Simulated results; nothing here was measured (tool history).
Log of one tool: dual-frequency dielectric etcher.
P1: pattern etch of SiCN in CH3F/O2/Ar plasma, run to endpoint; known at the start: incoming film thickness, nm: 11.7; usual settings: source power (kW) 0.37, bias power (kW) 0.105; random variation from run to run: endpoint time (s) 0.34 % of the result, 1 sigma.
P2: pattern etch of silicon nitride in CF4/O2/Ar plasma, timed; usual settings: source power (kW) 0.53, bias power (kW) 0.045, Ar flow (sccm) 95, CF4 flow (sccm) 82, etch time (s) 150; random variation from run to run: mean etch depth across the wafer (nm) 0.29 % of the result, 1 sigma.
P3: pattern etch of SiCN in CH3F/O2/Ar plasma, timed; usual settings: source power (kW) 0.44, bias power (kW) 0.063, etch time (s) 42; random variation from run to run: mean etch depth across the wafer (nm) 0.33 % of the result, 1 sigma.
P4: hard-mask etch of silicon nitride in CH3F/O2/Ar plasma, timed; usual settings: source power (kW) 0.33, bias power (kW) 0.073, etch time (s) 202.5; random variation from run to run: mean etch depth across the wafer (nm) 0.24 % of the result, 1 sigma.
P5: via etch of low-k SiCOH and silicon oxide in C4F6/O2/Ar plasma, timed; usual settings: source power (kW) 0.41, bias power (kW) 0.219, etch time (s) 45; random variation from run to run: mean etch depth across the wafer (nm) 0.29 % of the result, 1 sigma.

run,day,process that ran,source power (kW),bias power (kW),etch time (s),Ar flow (sccm),CF4 flow (sccm),endpoint time (s),mean etch depth across the wafer (nm)
1,0.433,P1,0.37,0.105,,,,27.392,
2,1.042,P4,0.33,0.073,202.5,,,,129.36
3,1.721,P5,0.41,0.219,63.5,,,,184.02
4,2.162,P1,0.37,0.105,,,,27.25,
5,2.733,P2,0.53,0.045,150,95,104,,291.17
6,3.217,P3,0.44,0.082,42,,,,17.147
7,3.742,P1,0.37,0.105,,,,27.253,
8,4.229,P4,0.22,0.073,202.5,,,,111.34
9,4.9,P3,0.59,0.063,42,,,,17.475
10,5.467,P1,0.37,0.105,,,,27.508,
11,6.15,P2,0.53,0.045,150,57,82,,301.37
12,6.904,P5,0.56,0.219,45,,,,145.81
13,7.646,P1,0.46,0.105,,,,25.305,
14,8.096,P2,0.63,0.045,150,95,82,,329.15
15,8.892,P4,0.33,0.073,264,,,,168.45
16,9.458,P4,0.33,0.094,202.5,,,,141.47
17,10.229,P5,0.41,0.219,45,,,,129.86
18,10.825,P5,0.41,0.282,45,,,,141.6
19,11.512,P2,0.53,0.055,150,95,82,,303.22
20,12.275,P2,0.53,0.045,150,95,82,,283.19
21,12.917,P1,0.37,0.074,,,,31.162,
22,13.567,P3,0.44,0.063,42,,,,15.775
23,14.192,P2,0.53,0.045,117,95,82,,221.58
# day 14.433: wet clean of the chamber
24,14.692,P3,0.44,0.063,26,,,,9.7293
25,15.412,P1,0.25,0.105,,,,31.693,
26,16.025,P1,0.37,0.146,,,,24.036,
27,16.5,P1,0.24,0.074,,,,36.616,
28,17.083,P1,0.37,0.105,,,,27.533,
29,17.475,P1,0.37,0.105,,,,27.488,
30,18.012,P1,0.37,0.105,,,,27.568,
31,18.396,P1,0.37,0.105,,,,27.462,
32,18.925,P1,0.37,0.105,,,,27.583,
33,19.725,P1,0.37,0.105,,,,27.751,
34,20.412,P1,0.37,0.105,,,,27.761,
# day 21.012: wet clean of the chamber
35,21.217,P1,0.37,0.105,,,,27.833,
36,22.008,P1,0.37,0.105,,,,27.728,
37,22.583,P1,0.37,0.105,,,,27.81,
38,23.158,P1,0.37,0.105,,,,27.741,
39,23.7,P1,0.37,0.105,,,,27.898,

What P1 gives has crept away from where it was. These 2 causes fit the log equally well, each at the size given:
A: source power that arrives under what is set, % = 4.52
B: bias power that arrives under what is set, % = 4.36
The creep began at about day 18.012.
Why every other cause is out:
chamber walls in a state that lowers the etch rate, %: serviced at day 21.012, which brought nothing back

4 check runs are offered, one wafer each, their results left as question marks. Which one tells the causes apart?
check 1,24.242,P2,0.53,0.045,150,95,97,,?
check 2,24.242,P3,0.5,0.063,32.5,,,,?
check 3,24.242,P4,0.33,0.084,202.5,,,,?
check 4,24.242,P5,0.54,0.219,60,,,,?

What each check would give under each cause:
check,result,if A,if B
check 1,mean etch depth across the wafer (nm),277.86,284.71
check 2,mean etch depth across the wafer (nm),12.483,12.517
check 3,mean etch depth across the wafer (nm),133.68,133.86
check 4,mean etch depth across the wafer (nm),189.36,190.05
How far apart the two closest causes lie, in the result that separates them most: check 1 2.43 %; check 2 0.27 %; check 3 0.13 %; check 4 0.36 %
Check 1 tells the causes apart: in the others they would give nearly the same result.

Check 1 was then run and gave: mean etch depth across the wafer (nm) 284.61. Which cause is it?

It is B: bias power that arrives under what is set, %.
